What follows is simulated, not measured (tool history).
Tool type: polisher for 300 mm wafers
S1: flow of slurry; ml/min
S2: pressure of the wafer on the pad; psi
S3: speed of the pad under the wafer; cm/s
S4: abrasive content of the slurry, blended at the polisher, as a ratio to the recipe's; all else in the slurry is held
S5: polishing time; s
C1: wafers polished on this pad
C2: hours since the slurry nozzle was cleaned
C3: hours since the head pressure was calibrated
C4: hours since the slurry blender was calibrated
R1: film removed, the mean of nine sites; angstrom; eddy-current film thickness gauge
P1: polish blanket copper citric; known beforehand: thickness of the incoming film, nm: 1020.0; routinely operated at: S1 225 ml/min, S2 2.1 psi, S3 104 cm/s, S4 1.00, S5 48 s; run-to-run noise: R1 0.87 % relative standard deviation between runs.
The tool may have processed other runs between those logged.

{"run": 1, "hour": 3.2, "S1": 225, "S2": 2.1, "S3": 104, "S4": 1.0, "S5": 48, "C1": 632, "C2": 202.7, "C3": 119.9, "C4": 41.9, "R1": 804.98}
{"run": 2, "hour": 9.4, "S1": 225, "S2": 0.9, "S3": 104, "S4": 1.0, "S5": 48, "C1": 688, "C2": 208.9, "C3": 126.1, "C4": 48.1, "R1": 361.1}
{"run": 3, "hour": 13.7, "S1": 225, "S2": 3.2, "S3": 104, "S4": 1.0, "S5": 48, "C1": 727, "C2": 213.2, "C3": 130.4, "C4": 52.4, "R1": 1225.5}
{"run": 4, "hour": 19.1, "S1": 225, "S2": 2.1, "S3": 104, "S4": 1.0, "S5": 48, "C1": 776, "C2": 218.6, "C3": 135.8, "C4": 57.8, "R1": 818.33}
{"run": 5, "hour": 23.8, "S1": 225, "S2": 2.1, "S3": 58, "S4": 1.0, "S5": 48, "C1": 819, "C2": 223.3, "C3": 140.5, "C4": 62.5, "R1": 474.23}
{"run": 6, "hour": 30.3, "S1": 225, "S2": 2.1, "S3": 130, "S4": 1.0, "S5": 48, "C1": 877, "C2": 229.8, "C3": 147.0, "C4": 69.0, "R1": 1016.8}
{"run": 7, "hour": 34.2, "S1": 285, "S2": 2.1, "S3": 104, "S4": 1.0, "S5": 48, "C1": 913, "C2": 233.7, "C3": 150.9, "C4": 72.9, "R1": 841.75}
{"run": 8, "hour": 37.9, "S1": 225, "S2": 2.1, "S3": 104, "S4": 1.0, "S5": 48, "C1": 946, "C2": 237.4, "C3": 154.6, "C4": 76.6, "R1": 805.13}
{"run": 9, "hour": 41.2, "S1": 225, "S2": 2.1, "S3": 104, "S4": 1.25, "S5": 73, "C1": 976, "C2": 240.7, "C3": 157.9, "C4": 79.9, "R1": 1301.9}
{"run": 10, "hour": 46.2, "S1": 135, "S2": 2.1, "S3": 104, "S4": 1.0, "S5": 48, "C1": 1021, "C2": 245.7, "C3": 162.9, "C4": 84.9, "R1": 742.69}
{"run": 11, "hour": 50.0, "S1": 225, "S2": 2.1, "S3": 104, "S4": 1.0, "S5": 48, "C1": 1056, "C2": 249.5, "C3": 166.7, "C4": 88.7, "R1": 805.56}
{"run": 12, "hour": 54.6, "S1": 225, "S2": 2.1, "S3": 104, "S4": 1.0, "S5": 27, "C1": 1097, "C2": 254.1, "C3": 171.3, "C4": 93.3, "R1": 453.9}
{"run": 13, "hour": 58.8, "S1": 225, "S2": 2.1, "S3": 104, "S4": 1.0, "S5": 48, "C1": 1135, "C2": 258.3, "C3": 175.5, "C4": 97.5, "R1": 817.8}
{"run": 14, "hour": 64.3, "S1": 225, "S2": 2.1, "S3": 104, "S4": 1.3, "S5": 48, "C1": 1185, "C2": 263.8, "C3": 181.0, "C4": 103.0, "R1": 852.2}
{"run": 15, "hour": 70.1, "S1": 225, "S2": 2.1, "S3": 104, "S4": 0.75, "S5": 48, "C1": 1238, "C2": 269.6, "C3": 186.8, "C4": 108.8, "R1": 767.89}
{"run": 16, "hour": 75.3, "S1": 225, "S2": 2.1, "S3": 104, "S4": 1.0, "S5": 76, "C1": 1285, "C2": 274.8, "C3": 192.0, "C4": 114.0, "R1": 1292.6}

What does the tool deliver on the next run?
{"run": 17, "hour": 81.9, "S1": 225, "S2": 2.1, "S3": 104, "S4": 1.0, "S5": 48, "C1": 1345, "C2": 281.4, "C3": 198.6, "C4": 120.6, "R1": "?"}

{"run 17": {"R1": 807.72}}
